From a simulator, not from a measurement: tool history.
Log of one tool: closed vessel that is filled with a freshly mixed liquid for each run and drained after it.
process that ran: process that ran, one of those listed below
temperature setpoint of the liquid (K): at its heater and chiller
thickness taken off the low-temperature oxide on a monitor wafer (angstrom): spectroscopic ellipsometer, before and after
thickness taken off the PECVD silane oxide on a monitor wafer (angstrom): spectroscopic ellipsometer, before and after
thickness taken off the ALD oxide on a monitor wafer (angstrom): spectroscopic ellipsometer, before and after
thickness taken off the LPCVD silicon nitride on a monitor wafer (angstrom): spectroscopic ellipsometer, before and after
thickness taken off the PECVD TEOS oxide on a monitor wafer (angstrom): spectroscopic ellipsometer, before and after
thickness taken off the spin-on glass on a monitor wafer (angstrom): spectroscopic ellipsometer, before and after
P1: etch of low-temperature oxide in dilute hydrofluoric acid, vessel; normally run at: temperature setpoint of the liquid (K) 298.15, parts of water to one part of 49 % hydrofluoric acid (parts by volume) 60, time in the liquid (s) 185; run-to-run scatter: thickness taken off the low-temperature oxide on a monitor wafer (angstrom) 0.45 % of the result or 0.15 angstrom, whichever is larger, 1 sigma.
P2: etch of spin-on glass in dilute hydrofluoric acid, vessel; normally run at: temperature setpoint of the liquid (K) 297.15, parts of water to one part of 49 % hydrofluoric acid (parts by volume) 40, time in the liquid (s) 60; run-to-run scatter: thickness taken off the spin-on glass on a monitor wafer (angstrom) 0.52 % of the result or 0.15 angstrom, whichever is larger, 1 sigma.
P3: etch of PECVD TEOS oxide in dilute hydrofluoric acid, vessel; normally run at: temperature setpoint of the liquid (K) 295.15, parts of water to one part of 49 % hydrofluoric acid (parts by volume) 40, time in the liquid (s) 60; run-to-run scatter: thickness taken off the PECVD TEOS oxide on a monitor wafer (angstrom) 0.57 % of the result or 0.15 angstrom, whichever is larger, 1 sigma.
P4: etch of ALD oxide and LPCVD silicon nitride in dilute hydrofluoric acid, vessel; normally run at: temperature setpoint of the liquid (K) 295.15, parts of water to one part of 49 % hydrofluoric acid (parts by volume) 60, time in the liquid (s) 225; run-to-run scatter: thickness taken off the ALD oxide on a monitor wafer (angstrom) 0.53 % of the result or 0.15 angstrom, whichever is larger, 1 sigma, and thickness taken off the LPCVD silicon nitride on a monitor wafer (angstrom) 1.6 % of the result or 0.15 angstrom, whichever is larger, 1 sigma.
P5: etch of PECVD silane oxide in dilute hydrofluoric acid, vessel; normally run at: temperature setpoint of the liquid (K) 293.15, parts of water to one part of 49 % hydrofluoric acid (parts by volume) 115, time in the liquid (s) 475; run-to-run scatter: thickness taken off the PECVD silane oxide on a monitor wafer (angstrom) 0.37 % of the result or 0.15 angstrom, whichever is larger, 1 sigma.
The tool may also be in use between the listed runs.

| run | hour | process that ran | temperature setpoint of the liquid (K) | parts of water to one part of 49 % hydrofluoric acid (parts by volume) | time in the liquid (s) | hours since the thermometer was replaced | hours since the hydrofluoric acid flow meter was replaced | thickness taken off the low-temperature oxide on a monitor wafer (angstrom) | thickness taken off the PECVD silane oxide on a monitor wafer (angstrom) | thickness taken off the ALD oxide on a monitor wafer (angstrom) | thickness taken off the LPCVD silicon nitride on a monitor wafer (angstrom) | thickness taken off the PECVD TEOS oxide on a monitor wafer (angstrom) | thickness taken off the spin-on glass on a monitor wafer (angstrom) |
|---|---|---|---|---|---|---|---|---|---|---|---|---|---|
| 1 | 5.5 | P1 | 298.15 | 60 | 185 | 125.5 | 179.3 | 573.39 |  |  |  |  |  |
| 2 | 14.9 | P5 | 293.15 | 65 | 475 | 134.9 | 188.7 |  | 997.31 |  |  |  |  |
| 3 | 23.0 | P1 | 302.15 | 60 | 30 | 143.0 | 196.8 | 109.37 |  |  |  |  |  |
| 4 | 31.2 | P4 | 295.15 | 60 | 225 | 151.2 | 205.0 |  |  | 362.35 | 14.5050 |  |  |
| 5 | 36.1 | P3 | 295.15 | 20 | 60 | 156.1 | 209.9 |  |  |  |  | 479.18 |  |
| 6 | 44.2 | P1 | 298.15 | 60 | 365 | 164.2 | 218.0 | 1139.50 |  |  |  |  |  |
| 7 | 53.2 | P2 | 297.15 | 40 | 30 | 173.2 | 227.0 |  |  |  |  |  | 309.01 |
| 8 | 62.0 | P4 | 295.15 | 95 | 225 | 182.0 | 235.8 |  |  | 223.28 | 9.5484 |  |  |
| 9 | 68.1 | P1 | 298.15 | 90 | 185 | 188.1 | 241.9 | 369.36 |  |  |  |  |  |
| 10 | 74.3 | P1 | 298.15 | 60 | 185 | 194.3 | 248.1 | 575.67 |  |  |  |  |  |
| 11 | 82.0 | P2 | 297.15 | 40 | 60 | 202.0 | 255.8 |  |  |  |  |  | 615.77 |
| 12 | 90.2 | P4 | 290.15 | 60 | 225 | 210.2 | 264.0 |  |  | 297.62 | 10.8900 |  |  |
| 13 | 95.4 | P5 | 293.15 | 115 | 100 | 215.4 | 269.2 |  | 112.46 |  |  |  |  |
| 14 | 103.0 | P3 | 302.65 | 40 | 60 | 223.0 | 276.8 |  |  |  |  | 320.11 |  |
| 15 | 107.9 | P5 | 297.15 | 115 | 475 | 227.9 | 281.7 |  | 623.44 |  |  |  |  |
| 16 | 112.8 | P1 | 298.15 | 60 | 185 | 232.8 | 286.6 | 575.93 |  |  |  |  |  |
| 17 | 117.1 | P2 | 297.15 | 75 | 60 | 237.1 | 290.9 |  |  |  |  |  | 313.13 |
| 18 | 125.9 | P3 | 295.15 | 40 | 90 | 245.9 | 299.7 |  |  |  |  | 356.62 |  |
| 19 | 132.6 | P1 | 298.15 | 35 | 185 | 252.6 | 306.4 | 1019.40 |  |  |  |  |  |
| 20 | 142.0 | P2 | 297.15 | 40 | 60 | 262.0 | 315.8 |  |  |  |  |  | 614.54 |
| 21 | 148.6 | P5 | 293.15 | 115 | 475 | 268.6 | 322.4 |  | 531.67 |  |  |  |  |
| 22 | 154.1 | P1 | 298.15 | 80 | 340 | 274.1 | 327.9 | 773.75 |  |  |  |  |  |
| 23 | 158.6 | P3 | 295.15 | 40 | 60 | 278.6 | 332.4 |  |  |  |  | 236.57 |  |
| 24 | 164.3 | P4 | 295.15 | 60 | 225 | 284.3 | 338.1 |  |  | 365.22 | 15.1760 |  |  |
|  | 164.9 | thermometer replaced |
| 25 | 169.4 | P1 | 298.15 | 60 | 185 | 4.5 | 343.2 | 572.95 |  |  |  |  |  |
| 26 | 175.1 | P3 | 295.15 | 40 | 60 | 10.2 | 348.9 |  |  |  |  | 236.53 |  |
| 27 | 180.4 | P1 | 298.15 | 60 | 65 | 15.5 | 354.2 | 203.39 |  |  |  |  |  |
| 28 | 185.3 | P1 | 291.65 | 60 | 185 | 20.4 | 359.1 | 440.32 |  |  |  |  |  |
| 29 | 194.8 | P1 | 298.15 | 60 | 185 | 29.9 | 368.6 | 570.54 |  |  |  |  |  |
| 30 | 201.5 | P1 | 302.65 | 60 | 185 | 36.6 | 375.3 | 690.27 |  |  |  |  |  |
| 31 | 209.6 | P1 | 298.15 | 35 | 40 | 44.7 | 383.4 | 221.98 |  |  |  |  |  |
| 32 | 216.5 | P1 | 298.15 | 60 | 185 | 51.6 | 390.3 | 572.01 |  |  |  |  |  |
| 33 | 221.1 | P2 | 292.15 | 40 | 60 | 56.2 | 394.9 |  |  |  |  |  | 498.86 |
| 34 | 226.7 | P4 | 295.15 | 60 | 70 | 61.8 | 400.5 |  |  | 115.83 | 4.6428 |  |  |
| 35 | 235.4 | P1 | 298.15 | 60 | 185 | 70.5 | 409.2 | 576.47 |  |  |  |  |  |
| 36 | 241.9 | P1 | 298.15 | 60 | 185 | 77.0 | 415.7 | 586.33 |  |  |  |  |  |
| 37 | 247.3 | P1 | 298.15 | 60 | 185 | 82.4 | 421.1 | 599.76 |  |  |  |  |  |
| 38 | 254.7 | P1 | 298.15 | 60 | 185 | 89.8 | 428.5 | 606.65 |  |  |  |  |  |
| 39 | 260.2 | P1 | 298.15 | 60 | 185 | 95.3 | 434.0 | 607.71 |  |  |  |  |  |
| 40 | 267.2 | P1 | 298.15 | 60 | 185 | 102.3 | 441.0 | 612.28 |  |  |  |  |  |
| 41 | 274.9 | P1 | 298.15 | 60 | 185 | 110.0 | 448.7 | 617.03 |  |  |  |  |  |
| 42 | 283.9 | P1 | 298.15 | 60 | 185 | 119.0 | 457.7 | 620.58 |  |  |  |  |  |
| 43 | 289.2 | P1 | 298.15 | 60 | 185 | 124.3 | 463.0 | 617.65 |  |  |  |  |  |
| 44 | 297.3 | P1 | 298.15 | 60 | 185 | 132.4 | 471.1 | 622.90 |  |  |  |  |  |
| 45 | 302.5 | P1 | 298.15 | 60 | 185 | 137.6 | 476.3 | 628.77 |  |  |  |  |  |

What P1 gives has crept away from where it was. These 2 causes fit the log equally well, each at the size given:
A: liquid hotter than its thermometer reads (K) = 1.98
B: hydrofluoric acid flow above the setpoint (%) = 7.61
The creep began at about hour 235.4.

4 check runs are offered, each on 5 wafers whose results are averaged, their results left as question marks. Which one tells the causes apart?
| check 1 | 307.7 | P3 | 295.15 | 40 | 60 |  |  |  |  |  |  | ? |  |
| check 2 | 307.7 | P4 | 295.15 | 60 | 225 |  |  |  |  | ? | ? |  |  |
| check 3 | 307.7 | P5 | 293.15 | 115 | 475 |  |  |  | ? |  |  |  |  |
| check 4 | 307.7 | P2 | 297.15 | 40 | 60 |  |  |  |  |  |  |  | ? |

What each check would give under each cause:
| check | result | if A | if B |
|---|---|---|---|
| check 1 | thickness taken off the PECVD TEOS oxide on a monitor wafer (angstrom) | 256.97 | 255.49 |
| check 2 | thickness taken off the ALD oxide on a monitor wafer (angstrom) | 397.83 | 396.67 |
| check 2 | thickness taken off the LPCVD silicon nitride on a monitor wafer (angstrom) | 17.1180 | 16.0850 |
| check 3 | thickness taken off the PECVD silane oxide on a monitor wafer (angstrom) | 576.87 | 578.28 |
| check 4 | thickness taken off the spin-on glass on a monitor wafer (angstrom) | 669.13 | 666.22 |
How far apart the two closest causes lie, in the result that separates them most: check 1 0.58 %; check 2 6.23 %; check 3 0.24 %; check 4 0.44 %
Check 2 tells the causes apart: in the others they would give nearly the same result.

Check 2 was then run and gave: thickness taken off the ALD oxide on a monitor wafer (angstrom) 398.73; thickness taken off the LPCVD silicon nitride on a monitor wafer (angstrom) 16.8620. Which cause is it?

It is A: liquid hotter than its thermometer reads (K).

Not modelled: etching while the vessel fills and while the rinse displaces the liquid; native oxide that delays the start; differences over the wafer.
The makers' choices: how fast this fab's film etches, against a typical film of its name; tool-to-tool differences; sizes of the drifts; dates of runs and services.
